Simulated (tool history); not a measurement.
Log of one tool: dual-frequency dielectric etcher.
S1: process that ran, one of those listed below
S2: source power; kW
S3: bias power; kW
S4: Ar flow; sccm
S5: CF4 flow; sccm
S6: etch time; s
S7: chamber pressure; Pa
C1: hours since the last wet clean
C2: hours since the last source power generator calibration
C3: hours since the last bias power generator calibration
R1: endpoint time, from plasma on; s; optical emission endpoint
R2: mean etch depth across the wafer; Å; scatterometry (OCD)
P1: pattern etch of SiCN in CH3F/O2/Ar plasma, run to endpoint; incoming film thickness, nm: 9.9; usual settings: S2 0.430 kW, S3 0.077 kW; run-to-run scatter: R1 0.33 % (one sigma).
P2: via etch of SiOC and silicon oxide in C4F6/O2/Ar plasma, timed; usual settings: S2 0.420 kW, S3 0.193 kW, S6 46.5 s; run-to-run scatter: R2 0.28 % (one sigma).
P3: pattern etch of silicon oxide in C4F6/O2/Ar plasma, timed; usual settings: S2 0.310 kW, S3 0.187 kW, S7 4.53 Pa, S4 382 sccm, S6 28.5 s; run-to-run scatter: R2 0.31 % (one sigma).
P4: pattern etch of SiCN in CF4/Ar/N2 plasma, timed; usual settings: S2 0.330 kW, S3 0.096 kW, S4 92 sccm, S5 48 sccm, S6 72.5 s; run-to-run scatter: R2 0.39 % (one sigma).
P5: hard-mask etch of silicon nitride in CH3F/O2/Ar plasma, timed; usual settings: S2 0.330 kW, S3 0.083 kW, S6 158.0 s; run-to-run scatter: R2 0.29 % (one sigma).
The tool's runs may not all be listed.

run   hour  S1     S2     S3   S4  S5     S6    S7     C1      C2      C3      R1       R2
  1    9.9  P1  0.430  0.077                        184.8   897.5  1381.1  24.204
  2   17.2  P4  0.250  0.096   92  48   72.5        192.1   904.8  1388.4           390.46
  3   27.1  P5  0.330  0.083           220.0        202.0   914.7  1398.3          1491.50
  4   35.7  P1  0.430  0.060                        210.6   923.3  1406.9  26.359
  5   49.3  P2  0.420  0.123            46.5        224.2   936.9  1420.5           476.92
  6   56.5  P3  0.310  0.187  382       28.5  4.53  231.4   944.1  1427.7           785.34
  7   71.0  P2  0.420  0.193            33.5        245.9   958.6  1442.2           398.00
  8   82.0  P1  0.430  0.077                        256.9   969.6  1453.2  24.303
  9   89.9  P4  0.330  0.096   60  48   72.5        264.8   977.5  1461.1           524.56
 10  101.0  P4  0.330  0.131   92  48   72.5        275.9   988.6  1472.2           563.87
 11  108.0  P3  0.310  0.262  382       28.5  4.53  282.9   995.6  1479.2           879.47
 12  115.7  P4  0.330  0.096   92  48  109.0        290.6  1003.3  1486.9           749.17
 13  130.5  P5  0.330  0.083           158.0        305.4  1018.1  1501.7          1075.10
 14  140.1  P1  0.330  0.097                        315.0  1027.7  1511.3  24.540
 15  151.0  P5  0.330  0.053           158.0        325.9  1038.6  1522.2           920.09
 16  160.9  P1  0.600  0.077                        335.8  1048.5  1532.1  21.295
 17  172.9  P4  0.330  0.096   92  29   72.5        347.8  1060.5  1544.1           464.14
 18  188.2  P1  0.430  0.077                        363.1  1075.8  1559.4  24.339
 19  199.0  P3  0.310  0.187  382       22.0  4.53  373.9  1086.6  1570.2           605.27
 20  214.4  P2  0.420  0.193            46.5        389.3  1102.0  1585.6           548.07
 21  223.0  P4  0.330  0.096   92  48   72.5        397.9  1110.6  1594.2           497.47
 22  231.8  P1  0.270  0.077                        406.7  1119.4  1603.0  28.997
 23  239.8  P5  0.330  0.083           158.0        414.7  1127.4  1611.0          1074.40
 24  255.0  P3  0.310  0.187  224       28.5  4.53  429.9  1142.6  1626.2           828.61
 25  262.0  P2  0.420  0.193            46.5        436.9  1149.6  1633.2           545.97
 26  272.6  P3  0.310  0.187  382       28.5  5.40  447.5  1160.2  1643.8           768.34
 27  280.4  P1  0.430  0.077                        455.3  1168.0  1651.6  24.371
 28  291.1  P1  0.430  0.077                        466.0  1178.7  1662.3  24.330
 29  301.0  P1  0.430  0.077                        475.9  1188.6  1672.2  24.278
     305.4  -- bias power generator calibrated
 30  314.6  P1  0.550  0.060                        489.5  1202.2     9.2  24.057
 31  326.0  P5  0.240  0.083           158.0        500.9  1213.6    20.6           954.40
 32  342.0  P1  0.430  0.099                        516.9  1229.6    36.6  22.128
 33  356.2  P3  0.370  0.187  382       28.5  4.53  531.1  1243.8    50.8           831.80
 34  365.6  P2  0.280  0.193            46.5        540.5  1253.2    60.2           469.26
 35  378.4  P1  0.430  0.077                        553.3  1266.0    73.0  24.213
 36  388.1  P1  0.430  0.077                        563.0  1275.7    82.7  24.389
 37  395.6  P1  0.430  0.077                        570.5  1283.2    90.2  24.373
 38  403.9  P1  0.430  0.077                        578.8  1291.5    98.5  24.557
 39  413.5  P1  0.430  0.077                        588.4  1301.1   108.1  24.556
     415.2  -- wet clean of the chamber
 40  421.4  P1  0.430  0.077                          6.2  1309.0   116.0  24.646
 41  433.0  P1  0.430  0.077                         17.8  1320.6   127.6  24.642
 42  440.0  P1  0.430  0.077                         24.8  1327.6   134.6  24.671
 43  451.1  P1  0.430  0.077                         35.9  1338.7   145.7  24.626

What P1 gives has crept away from where it was. These 2 causes fit the log equally well, each at the size given:
A: source power that arrives under what is set, % = 4.36
B: bias power that arrives under what is set, % = 4.6
The creep began at about hour 378.4.
Why every other cause is out:
chamber walls in a state that lowers the etch rate, %: serviced at hour 415.2, which brought nothing back

4 check runs are offered, each on 2 wafers whose results are averaged, their results left as question marks. Which one tells the causes apart?
check 1  462.2  P3  0.310  0.187  382       28.5  4.53                   ?
check 2  462.2  P2  0.420  0.193            46.5                         ?
check 3  462.2  P4  0.330  0.096   92  48   72.5                         ?
check 4  462.2  P5  0.330  0.083           158.0                         ?

What each check would give under each cause:
  check  result     if A     if B
check 1      R2   767.25   768.80
check 2      R2   539.26   540.32
check 3      R2   480.33   490.19
check 4      R2  1057.90  1057.70
How far apart the two closest causes lie, in the result that separates them most: check 1 0.2 %; check 2 0.2 %; check 3 2.03 %; check 4 0.01 %
Check 3 tells the causes apart: in the others they would give nearly the same result.

Check 3 was then run and gave: R2 492.49 Å. Which cause is it?

It is B: bias power that arrives under what is set, %.
